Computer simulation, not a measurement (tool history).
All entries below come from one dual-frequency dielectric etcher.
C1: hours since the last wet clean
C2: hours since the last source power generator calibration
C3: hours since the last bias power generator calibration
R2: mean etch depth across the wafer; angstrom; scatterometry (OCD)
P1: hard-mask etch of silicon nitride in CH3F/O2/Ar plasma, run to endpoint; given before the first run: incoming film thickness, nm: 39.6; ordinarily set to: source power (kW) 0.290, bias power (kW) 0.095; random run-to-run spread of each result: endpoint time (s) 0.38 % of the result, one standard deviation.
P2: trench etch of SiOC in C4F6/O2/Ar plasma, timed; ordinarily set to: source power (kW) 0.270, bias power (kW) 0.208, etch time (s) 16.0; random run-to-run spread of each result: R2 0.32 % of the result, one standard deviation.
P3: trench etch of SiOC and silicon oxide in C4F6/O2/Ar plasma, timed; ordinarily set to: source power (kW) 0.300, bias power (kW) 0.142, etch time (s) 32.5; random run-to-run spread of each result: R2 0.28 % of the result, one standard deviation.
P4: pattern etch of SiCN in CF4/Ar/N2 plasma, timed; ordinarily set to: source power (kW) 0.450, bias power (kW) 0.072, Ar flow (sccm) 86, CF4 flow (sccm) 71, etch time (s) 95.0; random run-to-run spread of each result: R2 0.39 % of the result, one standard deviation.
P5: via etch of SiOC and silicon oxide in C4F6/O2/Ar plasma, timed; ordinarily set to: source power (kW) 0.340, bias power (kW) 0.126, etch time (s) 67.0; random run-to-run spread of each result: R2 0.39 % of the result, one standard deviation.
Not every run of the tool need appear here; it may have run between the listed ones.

run 1 hour=8.8 | process_that_ran=P1 source_power_(kW)=0.290 bias_power_(kW)=0.095 | C1=97.1 C2=1272.8 C3=1407.7 | endpoint_time_(s)=56.629
run 2 hour=18.3 | process_that_ran=P4 source_power_(kW)=0.450 bias_power_(kW)=0.072 Ar_flow_(sccm)=86 CF4_flow_(sccm)=43 etch_time_(s)=95.0 | C1=106.6 C2=1282.3 C3=1417.2 | R2=761.25
run 3 hour=24.7 | process_that_ran=P2 source_power_(kW)=0.270 bias_power_(kW)=0.208 etch_time_(s)=16.0 | C1=113.0 C2=1288.7 C3=1423.6 | R2=296.11
run 4 hour=30.7 | process_that_ran=P3 source_power_(kW)=0.190 bias_power_(kW)=0.142 etch_time_(s)=32.5 | C1=119.0 C2=1294.7 C3=1429.6 | R2=440.81
run 5 hour=35.6 | process_that_ran=P1 source_power_(kW)=0.240 bias_power_(kW)=0.077 | C1=123.9 C2=1299.6 C3=1434.5 | endpoint_time_(s)=65.506
run 6 hour=41.1 | process_that_ran=P1 source_power_(kW)=0.290 bias_power_(kW)=0.095 | C1=129.4 C2=1305.1 C3=1440.0 | endpoint_time_(s)=56.530
run 7 hour=46.8 | process_that_ran=P1 source_power_(kW)=0.370 bias_power_(kW)=0.095 | C1=135.1 C2=1310.8 C3=1445.7 | endpoint_time_(s)=51.509
run 8 hour=55.9 | process_that_ran=P1 source_power_(kW)=0.290 bias_power_(kW)=0.116 | C1=144.2 C2=1319.9 C3=1454.8 | endpoint_time_(s)=52.727
run 9 hour=65.3 | process_that_ran=P3 source_power_(kW)=0.300 bias_power_(kW)=0.110 etch_time_(s)=32.5 | C1=153.6 C2=1329.3 C3=1464.2 | R2=489.84
run 10 hour=72.5 | process_that_ran=P3 source_power_(kW)=0.300 bias_power_(kW)=0.142 etch_time_(s)=18.0 | C1=160.8 C2=1336.5 C3=1471.4 | R2=291.98
run 11 hour=78.3 | process_that_ran=P1 source_power_(kW)=0.290 bias_power_(kW)=0.076 | C1=166.6 C2=1342.3 C3=1477.2 | endpoint_time_(s)=61.289
run 12 hour=87.4 | process_that_ran=P4 source_power_(kW)=0.450 bias_power_(kW)=0.072 Ar_flow_(sccm)=117 CF4_flow_(sccm)=71 etch_time_(s)=95.0 | C1=175.7 C2=1351.4 C3=1486.3 | R2=788.98
run 13 hour=94.6 | process_that_ran=P4 source_power_(kW)=0.450 bias_power_(kW)=0.072 Ar_flow_(sccm)=86 CF4_flow_(sccm)=71 etch_time_(s)=95.0 | C1=182.9 C2=1358.6 C3=1493.5 | R2=821.72
run 14 hour=100.9 | process_that_ran=P5 source_power_(kW)=0.340 bias_power_(kW)=0.094 etch_time_(s)=67.0 | C1=189.2 C2=1364.9 C3=1499.8 | R2=596.62
-- hour=108.3 source power generator calibrated
run 15 hour=109.9 | process_that_ran=P5 source_power_(kW)=0.340 bias_power_(kW)=0.126 etch_time_(s)=67.0 | C1=198.2 C2=1.6 C3=1508.8 | R2=648.28
run 16 hour=115.7 | process_that_ran=P1 source_power_(kW)=0.340 bias_power_(kW)=0.071 | C1=204.0 C2=7.4 C3=1514.6 | endpoint_time_(s)=59.159
run 17 hour=124.2 | process_that_ran=P4 source_power_(kW)=0.450 bias_power_(kW)=0.072 Ar_flow_(sccm)=86 CF4_flow_(sccm)=71 etch_time_(s)=63.5 | C1=212.5 C2=15.9 C3=1523.1 | R2=550.59
run 18 hour=132.7 | process_that_ran=P2 source_power_(kW)=0.170 bias_power_(kW)=0.208 etch_time_(s)=16.0 | C1=221.0 C2=24.4 C3=1531.6 | R2=249.35
run 19 hour=139.7 | process_that_ran=P1 source_power_(kW)=0.290 bias_power_(kW)=0.095 | C1=228.0 C2=31.4 C3=1538.6 | endpoint_time_(s)=56.585
run 20 hour=147.8 | process_that_ran=P5 source_power_(kW)=0.410 bias_power_(kW)=0.126 etch_time_(s)=67.0 | C1=236.1 C2=39.5 C3=1546.7 | R2=693.33
run 21 hour=157.2 | process_that_ran=P2 source_power_(kW)=0.270 bias_power_(kW)=0.149 etch_time_(s)=16.0 | C1=245.5 C2=48.9 C3=1556.1 | R2=265.67
run 22 hour=163.9 | process_that_ran=P1 source_power_(kW)=0.210 bias_power_(kW)=0.060 | C1=252.2 C2=55.6 C3=1562.8 | endpoint_time_(s)=75.747
run 23 hour=174.0 | process_that_ran=P4 source_power_(kW)=0.450 bias_power_(kW)=0.043 Ar_flow_(sccm)=86 CF4_flow_(sccm)=71 etch_time_(s)=95.0 | C1=262.3 C2=65.7 C3=1572.9 | R2=697.80
run 24 hour=178.9 | process_that_ran=P2 source_power_(kW)=0.270 bias_power_(kW)=0.208 etch_time_(s)=11.5 | C1=267.2 C2=70.6 C3=1577.8 | R2=212.84
run 25 hour=188.1 | process_that_ran=P1 source_power_(kW)=0.290 bias_power_(kW)=0.095 | C1=276.4 C2=79.8 C3=1587.0 | endpoint_time_(s)=56.565
run 26 hour=196.0 | process_that_ran=P3 source_power_(kW)=0.300 bias_power_(kW)=0.142 etch_time_(s)=32.5 | C1=284.3 C2=87.7 C3=1594.9 | R2=528.42
run 27 hour=204.4 | process_that_ran=P5 source_power_(kW)=0.340 bias_power_(kW)=0.126 etch_time_(s)=42.5 | C1=292.7 C2=96.1 C3=1603.3 | R2=410.92
run 28 hour=212.0 | process_that_ran=P1 source_power_(kW)=0.230 bias_power_(kW)=0.095 | C1=300.3 C2=103.7 C3=1610.9 | endpoint_time_(s)=61.405
run 29 hour=219.6 | process_that_ran=P2 source_power_(kW)=0.270 bias_power_(kW)=0.208 etch_time_(s)=16.0 | C1=307.9 C2=111.3 C3=1618.5 | R2=295.66
run 30 hour=226.1 | process_that_ran=P4 source_power_(kW)=0.280 bias_power_(kW)=0.072 Ar_flow_(sccm)=86 CF4_flow_(sccm)=71 etch_time_(s)=95.0 | C1=314.4 C2=117.8 C3=1625.0 | R2=540.64
run 31 hour=231.7 | process_that_ran=P1 source_power_(kW)=0.290 bias_power_(kW)=0.095 | C1=320.0 C2=123.4 C3=1630.6 | endpoint_time_(s)=56.940
run 32 hour=241.7 | process_that_ran=P1 source_power_(kW)=0.290 bias_power_(kW)=0.095 | C1=330.0 C2=133.4 C3=1640.6 | endpoint_time_(s)=57.086
run 33 hour=248.0 | process_that_ran=P1 source_power_(kW)=0.290 bias_power_(kW)=0.095 | C1=336.3 C2=139.7 C3=1646.9 | endpoint_time_(s)=57.504
run 34 hour=255.5 | process_that_ran=P1 source_power_(kW)=0.290 bias_power_(kW)=0.095 | C1=343.8 C2=147.2 C3=1654.4 | endpoint_time_(s)=57.512
-- hour=258.4 wet clean of the chamber
run 35 hour=265.2 | process_that_ran=P1 source_power_(kW)=0.290 bias_power_(kW)=0.095 | C1=6.8 C2=156.9 C3=1664.1 | endpoint_time_(s)=57.866
run 36 hour=274.2 | process_that_ran=P1 source_power_(kW)=0.290 bias_power_(kW)=0.095 | C1=15.8 C2=165.9 C3=1673.1 | endpoint_time_(s)=57.601
run 37 hour=283.8 | process_that_ran=P1 source_power_(kW)=0.290 bias_power_(kW)=0.095 | C1=25.4 C2=175.5 C3=1682.7 | endpoint_time_(s)=58.133
run 38 hour=291.0 | process_that_ran=P1 source_power_(kW)=0.290 bias_power_(kW)=0.095 | C1=32.6 C2=182.7 C3=1689.9 | endpoint_time_(s)=57.974

P1 no longer gives what it gave before; its output has crept away from where it was. The following 2 causes, each at its listed size, fit the log equally well:
A: source power that arrives under what is set, % = 4.94
B: bias power that arrives under what is set, % = 4.96
The drift started at roughly hour 231.7.
Excluded causes, each with its reason:
chamber walls in a state that lowers the etch rate, %: serviced at hour 258.4, after the change had begun; the process did not return to its earlier output

The check runs listed below each take one wafer, and their results are still question marks. Under which run would the listed causes lead to clearly different results?
run check 1 hour=298.2 | process_that_ran=P2 source_power_(kW)=0.270 bias_power_(kW)=0.208 etch_time_(s)=16.0 | R2=?
run check 2 hour=298.2 | process_that_ran=P4 source_power_(kW)=0.450 bias_power_(kW)=0.072 Ar_flow_(sccm)=86 CF4_flow_(sccm)=71 etch_time_(s)=95.0 | R2=?
run check 3 hour=298.2 | process_that_ran=P5 source_power_(kW)=0.340 bias_power_(kW)=0.126 etch_time_(s)=67.0 | R2=?
run check 4 hour=298.2 | process_that_ran=P3 source_power_(kW)=0.300 bias_power_(kW)=0.142 etch_time_(s)=32.5 | R2=?

Expected result of each check under each candidate cause:
check=check_1 result=R2 if_A=290.62 if_B=291.32
check=check_2 result=R2 if_A=785.04 if_B=806.93
check=check_3 result=R2 if_A=633.27 if_B=636.29
check=check_4 result=R2 if_A=516.90 if_B=519.15
Gap, in per cent, between the two causes that each check separates least, read from the result that separates them most: check 1 0.24 %; check 2 2.75 %; check 3 0.48 %; check 4 0.43 %
The causes can be told apart only by check 2. The other checks would give nearly the same results under each of them.

The results of check 2 are: R2 804.86 angstrom. Based on these, which of the listed causes is it?

The correct cause is B, namely: bias power that arrives under what is set, %.
